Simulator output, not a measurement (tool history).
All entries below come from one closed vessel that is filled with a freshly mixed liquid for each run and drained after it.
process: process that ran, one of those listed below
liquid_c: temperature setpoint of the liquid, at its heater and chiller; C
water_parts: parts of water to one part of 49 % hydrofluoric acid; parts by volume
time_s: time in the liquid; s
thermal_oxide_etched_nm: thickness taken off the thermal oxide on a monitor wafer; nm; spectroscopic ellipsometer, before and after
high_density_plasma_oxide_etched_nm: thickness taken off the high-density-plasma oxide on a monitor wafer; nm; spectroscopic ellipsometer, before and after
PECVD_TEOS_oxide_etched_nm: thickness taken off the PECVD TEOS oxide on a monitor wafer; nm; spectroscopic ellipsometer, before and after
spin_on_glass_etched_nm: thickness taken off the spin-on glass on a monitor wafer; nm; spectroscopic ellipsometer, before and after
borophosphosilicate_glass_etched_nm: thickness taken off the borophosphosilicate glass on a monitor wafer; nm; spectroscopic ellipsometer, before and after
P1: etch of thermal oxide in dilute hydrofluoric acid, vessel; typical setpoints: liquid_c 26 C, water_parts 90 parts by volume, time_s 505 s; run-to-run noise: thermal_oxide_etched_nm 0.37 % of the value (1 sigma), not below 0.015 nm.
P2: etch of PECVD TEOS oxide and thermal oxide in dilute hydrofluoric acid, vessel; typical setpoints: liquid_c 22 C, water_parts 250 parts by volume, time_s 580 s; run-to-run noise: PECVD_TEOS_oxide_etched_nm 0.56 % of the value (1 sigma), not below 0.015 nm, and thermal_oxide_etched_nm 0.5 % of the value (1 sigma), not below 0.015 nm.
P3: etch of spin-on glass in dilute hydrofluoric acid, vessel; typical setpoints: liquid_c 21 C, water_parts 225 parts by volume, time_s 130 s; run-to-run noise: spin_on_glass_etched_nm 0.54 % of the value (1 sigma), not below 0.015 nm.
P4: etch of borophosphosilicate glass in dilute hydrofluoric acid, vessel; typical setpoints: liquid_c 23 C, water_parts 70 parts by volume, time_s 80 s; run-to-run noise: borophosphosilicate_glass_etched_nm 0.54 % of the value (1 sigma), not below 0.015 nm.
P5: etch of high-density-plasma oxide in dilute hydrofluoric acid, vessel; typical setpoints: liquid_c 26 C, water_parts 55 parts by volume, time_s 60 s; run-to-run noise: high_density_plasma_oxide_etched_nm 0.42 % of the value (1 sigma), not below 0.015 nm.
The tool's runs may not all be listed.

run	hour	process	liquid_c	water_parts	time_s	thermal_oxide_etched_nm	high_density_plasma_oxide_etched_nm	PECVD_TEOS_oxide_etched_nm	spin_on_glass_etched_nm	borophosphosilicate_glass_etched_nm
1	3.5	P1	26	90	505	27.269				
2	5.6	P5	26	55	30		4.4868			
3	9	P1	26	90	505	27.037				
4	13.3	P2	22	250	80	1.1571		4.724		
5	15.5	P3	17	225	130				18.262	
6	18.6	P4	30.5	70	80					50.292
7	21.9	P5	26	55	60		8.8585			
8	24.2	P1	26	90	505	27.162				
9	28.4	P1	26	90	505	27.001				
10	31.3	P3	21	305	130				14.414	
11	34.6	P3	21	225	205				33.506	
12	38.6	P1	19.5	90	790	32.359				
13	43.1	P1	22	20	505	113.59				
14	46.6	P1	26	30	505	88.185				
15	50.1	P5	26	25	60		20.555			
16	54	P1	18	90	505	19.603				
17	56.5	P1	26	125	505	18.679				
18	58.8	P1	31	90	505	32.726				
19	61	P2	29.5	250	580	10.912		44.801		
20	63	P3	21	225	130				21.261	
21	65.5	P2	22	440	580	4.0388		16.449		
22	69.2	P2	22	250	580	8.5329		34.42		
23	73.4	P4	23	70	80					37.237
24	77.3	P5	18	55	60		6.4158			
25	81.8	P4	23	70	30					14.078
26	84.6	P1	26	90	945	50.702				
27	87.6	P4	23	20	80					139.47
28	90.5	P1	26	90	505	26.955				
29	92.6	P1	26	90	225	12.084				
30	96.9	P1	26	90	505	26.978				
31	100.7	P1	26	90	505	26.904				
32	102.7	P1	26	90	505	27.454				
33	105.5	P1	26	90	505	28.093				
34	109.7	P1	26	90	505	28.621				
35	113.7	P1	26	90	505	28.839				
36	117.9	P1	26	90	505	28.937				
37	121.2	P1	26	90	505	29.178				
38	124	P1	26	90	505	29.282				
39	126.4	P1	26	90	505	29.426				
40	129.4	P1	26	90	505	29.36				

The next listed run, before its measurement:
41	133.7	P1	26	90	505	?				

{"run 41": {"thermal_oxide_etched_nm": 29.314}}
